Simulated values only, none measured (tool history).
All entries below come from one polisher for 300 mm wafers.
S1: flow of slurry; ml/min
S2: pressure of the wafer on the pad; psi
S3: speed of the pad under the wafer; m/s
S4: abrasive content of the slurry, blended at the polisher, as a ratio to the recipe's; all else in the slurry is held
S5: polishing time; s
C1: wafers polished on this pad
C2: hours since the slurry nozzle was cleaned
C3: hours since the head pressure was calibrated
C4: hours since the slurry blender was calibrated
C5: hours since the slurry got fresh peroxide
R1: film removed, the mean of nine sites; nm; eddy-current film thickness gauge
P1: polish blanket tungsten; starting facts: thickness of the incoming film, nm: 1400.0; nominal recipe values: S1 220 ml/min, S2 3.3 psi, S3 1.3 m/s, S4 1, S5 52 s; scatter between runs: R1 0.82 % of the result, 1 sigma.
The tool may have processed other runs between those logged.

{"run": 1, "day": 0.35, "S1": 220, "S2": 3.3, "S3": 1.3, "S4": 1, "S5": 52, "C1": 1081, "C2": 264.3, "C3": 311.6, "C4": 102, "C5": 52.7, "R1": 287.78}
{"run": 2, "day": 0.938, "S1": 220, "S2": 3.3, "S3": 1.8, "S4": 1, "S5": 52, "C1": 1201, "C2": 278.4, "C3": 325.7, "C4": 116.1, "C5": 66.8, "R1": 399.83}
{"run": 3, "day": 1.229, "S1": 220, "S2": 3.3, "S3": 0.7, "S4": 1, "S5": 52, "C1": 1261, "C2": 285.4, "C3": 332.7, "C4": 123.1, "C5": 73.8, "R1": 155.69}
{"run": 4, "day": 1.654, "S1": 220, "S2": 3.3, "S3": 1.3, "S4": 0.55, "S5": 52, "C1": 1349, "C2": 295.6, "C3": 342.9, "C4": 133.3, "C5": 84, "R1": 251.12}
{"run": 5, "day": 2.204, "S1": 220, "S2": 1.9, "S3": 1.3, "S4": 1, "S5": 52, "C1": 1461, "C2": 308.8, "C3": 356.1, "C4": 146.5, "C5": 97.2, "R1": 168.64}
{"day": 2.542, "done": "head pressure recalibrated"}
{"run": 6, "day": 2.542, "S1": 220, "S2": 5.2, "S3": 1.3, "S4": 1, "S5": 52, "C1": 1531, "C2": 316.9, "C3": 0, "C4": 154.6, "C5": 105.3, "R1": 452.03}
{"run": 7, "day": 3.075, "S1": 220, "S2": 3.3, "S3": 1.3, "S4": 1, "S5": 52, "C1": 1640, "C2": 329.7, "C3": 12.8, "C4": 167.4, "C5": 118.1, "R1": 292.05}
{"day": 3.367, "done": "slurry tank refilled with fresh slurry and peroxide"}
{"run": 8, "day": 3.588, "S1": 340, "S2": 3.3, "S3": 1.3, "S4": 1, "S5": 52, "C1": 1745, "C2": 342, "C3": 25.1, "C4": 179.7, "C5": 5.4, "R1": 302}
{"run": 9, "day": 4.167, "S1": 220, "S2": 3.3, "S3": 1.68, "S4": 1, "S5": 78, "C1": 1864, "C2": 355.9, "C3": 39, "C4": 193.6, "C5": 19.3, "R1": 571.53}
{"run": 10, "day": 4.533, "S1": 220, "S2": 3.3, "S3": 1.3, "S4": 1.35, "S5": 52, "C1": 1940, "C2": 364.7, "C3": 47.8, "C4": 202.4, "C5": 28.1, "R1": 313.84}
{"run": 11, "day": 5.058, "S1": 220, "S2": 3.3, "S3": 1.3, "S4": 1, "S5": 70, "C1": 2047, "C2": 377.3, "C3": 60.4, "C4": 215, "C5": 40.7, "R1": 388.48}
{"run": 12, "day": 5.608, "S1": 220, "S2": 3.3, "S3": 1.3, "S4": 1, "S5": 33, "C1": 2160, "C2": 390.5, "C3": 73.6, "C4": 228.2, "C5": 53.9, "R1": 183.86}
{"run": 13, "day": 5.888, "S1": 220, "S2": 3.3, "S3": 1.3, "S4": 1, "S5": 52, "C1": 2218, "C2": 397.2, "C3": 80.3, "C4": 234.9, "C5": 60.6, "R1": 292.19}
{"run": 14, "day": 6.471, "S1": 220, "S2": 3.3, "S3": 1.3, "S4": 1, "S5": 52, "C1": 2337, "C2": 411.2, "C3": 94.3, "C4": 248.9, "C5": 74.6, "R1": 285.84}
{"run": 15, "day": 6.771, "S1": 220, "S2": 3.3, "S3": 1.3, "S4": 1, "S5": 52, "C1": 2399, "C2": 418.4, "C3": 101.5, "C4": 256.1, "C5": 81.8, "R1": 287.2}
{"run": 16, "day": 7.162, "S1": 130, "S2": 3.3, "S3": 1.3, "S4": 1, "S5": 52, "C1": 2479, "C2": 427.8, "C3": 110.9, "C4": 265.5, "C5": 91.2, "R1": 262.42}
{"run": 17, "day": 7.488, "S1": 220, "S2": 3.3, "S3": 1.3, "S4": 1, "S5": 52, "C1": 2546, "C2": 435.6, "C3": 118.7, "C4": 273.3, "C5": 99, "R1": 289.32}
{"run": 18, "day": 7.775, "S1": 220, "S2": 3.3, "S3": 1.3, "S4": 1, "S5": 52, "C1": 2605, "C2": 442.5, "C3": 125.6, "C4": 280.2, "C5": 105.9, "R1": 285.82}
{"run": 19, "day": 8.333, "S1": 220, "S2": 3.3, "S3": 1.3, "S4": 1, "S5": 52, "C1": 2720, "C2": 455.9, "C3": 139, "C4": 293.6, "C5": 119.3, "R1": 280.07}
{"run": 20, "day": 8.862, "S1": 220, "S2": 3.3, "S3": 1.3, "S4": 1, "S5": 52, "C1": 2828, "C2": 468.6, "C3": 151.7, "C4": 306.3, "C5": 132, "R1": 277.38}
{"day": 9.3, "done": "worn pad replaced by a new one"}
{"run": 21, "day": 9.404, "S1": 220, "S2": 3.3, "S3": 1.3, "S4": 1, "S5": 52, "C1": 22, "C2": 481.6, "C3": 164.7, "C4": 319.3, "C5": 145, "R1": 273.2}
{"day": 9.475, "done": "slurry tank refilled with fresh slurry and peroxide"}
{"run": 22, "day": 9.833, "S1": 220, "S2": 3.3, "S3": 1.3, "S4": 1, "S5": 52, "C1": 110, "C2": 491.9, "C3": 175, "C4": 329.6, "C5": 8.7, "R1": 270.19}
{"run": 23, "day": 10.267, "S1": 220, "S2": 3.3, "S3": 1.3, "S4": 1, "S5": 52, "C1": 199, "C2": 502.3, "C3": 185.4, "C4": 340, "C5": 19.1, "R1": 274.34}
{"run": 24, "day": 10.554, "S1": 220, "S2": 3.3, "S3": 1.3, "S4": 1, "S5": 52, "C1": 258, "C2": 509.2, "C3": 192.3, "C4": 346.9, "C5": 26, "R1": 271.73}
{"day": 11.029, "done": "head pressure recalibrated"}
{"run": 25, "day": 11.062, "S1": 220, "S2": 3.3, "S3": 1.3, "S4": 1, "S5": 52, "C1": 362, "C2": 521.4, "C3": 0.8, "C4": 359.1, "C5": 38.2, "R1": 270.92}
{"run": 26, "day": 11.571, "S1": 220, "S2": 3.3, "S3": 1.3, "S4": 1, "S5": 52, "C1": 466, "C2": 533.6, "C3": 13, "C4": 371.3, "C5": 50.4, "R1": 270.34}
{"run": 27, "day": 12.067, "S1": 220, "S2": 3.3, "S3": 1.3, "S4": 1, "S5": 52, "C1": 568, "C2": 545.5, "C3": 24.9, "C4": 383.2, "C5": 62.3, "R1": 269.56}
{"run": 28, "day": 12.45, "S1": 220, "S2": 3.3, "S3": 1.3, "S4": 1, "S5": 52, "C1": 647, "C2": 554.7, "C3": 34.1, "C4": 392.4, "C5": 71.5, "R1": 268.7}

What P1 gives has crept away from where it was. These 2 causes fit the log equally well, each at the size given:
A: abrasive missing from the slurry, % = 26.3
B: slurry flow missing at the pad, % = 37.4
The gradual shift began around day 7.488.
The rest of the possible causes, and what rules out each one:
removal rate lost through wear of the pad, %: maintenance at day 9.3, after the shift began, did not return the process to its former output
head's pressure below its setpoint, %: maintenance at day 11.029, after the shift began, did not return the process to its former output
peroxide lost from the slurry, %: maintenance at day 9.475, after the shift began, did not return the process to its former output

4 check runs are offered, each on 2 wafers whose results are averaged, their results left as question marks. Which one tells the causes apart?
{"run": "check 1", "day": 12.833, "S1": 220, "S2": 3.3, "S3": 1.3, "S4": 1.3, "S5": 52, "R1": "?"}
{"run": "check 2", "day": 12.833, "S1": 220, "S2": 3.3, "S3": 1.3, "S4": 0.55, "S5": 52, "R1": "?"}
{"run": "check 3", "day": 12.833, "S1": 220, "S2": 3.3, "S3": 0.78, "S4": 1, "S5": 52, "R1": "?"}
{"run": "check 4", "day": 12.833, "S1": 130, "S2": 3.3, "S3": 1.3, "S4": 1, "S5": 52, "R1": "?"}

What every check run would give for each of its results, assuming each possible cause in turn:
check=check_1 result=R1 if_A=286.33 if_B=286.78
check=check_2 result=R1 if_A=235.89 if_B=234.79
check=check_3 result=R1 if_A=161.63 if_B=161.59
check=check_4 result=R1 if_A=248.06 if_B=237.39
How far apart the two closest causes lie, in the result that separates them most: check 1 0.16 %; check 2 0.47 %; check 3 0.02 %; check 4 4.4 %
The other checks would show nearly matching results whichever cause is true, so check 4 is the only one that separates the causes.

Here is what check 4 returned: R1 248.96 nm. Which cause is it?

A is the cause: abrasive missing from the slurry, %.

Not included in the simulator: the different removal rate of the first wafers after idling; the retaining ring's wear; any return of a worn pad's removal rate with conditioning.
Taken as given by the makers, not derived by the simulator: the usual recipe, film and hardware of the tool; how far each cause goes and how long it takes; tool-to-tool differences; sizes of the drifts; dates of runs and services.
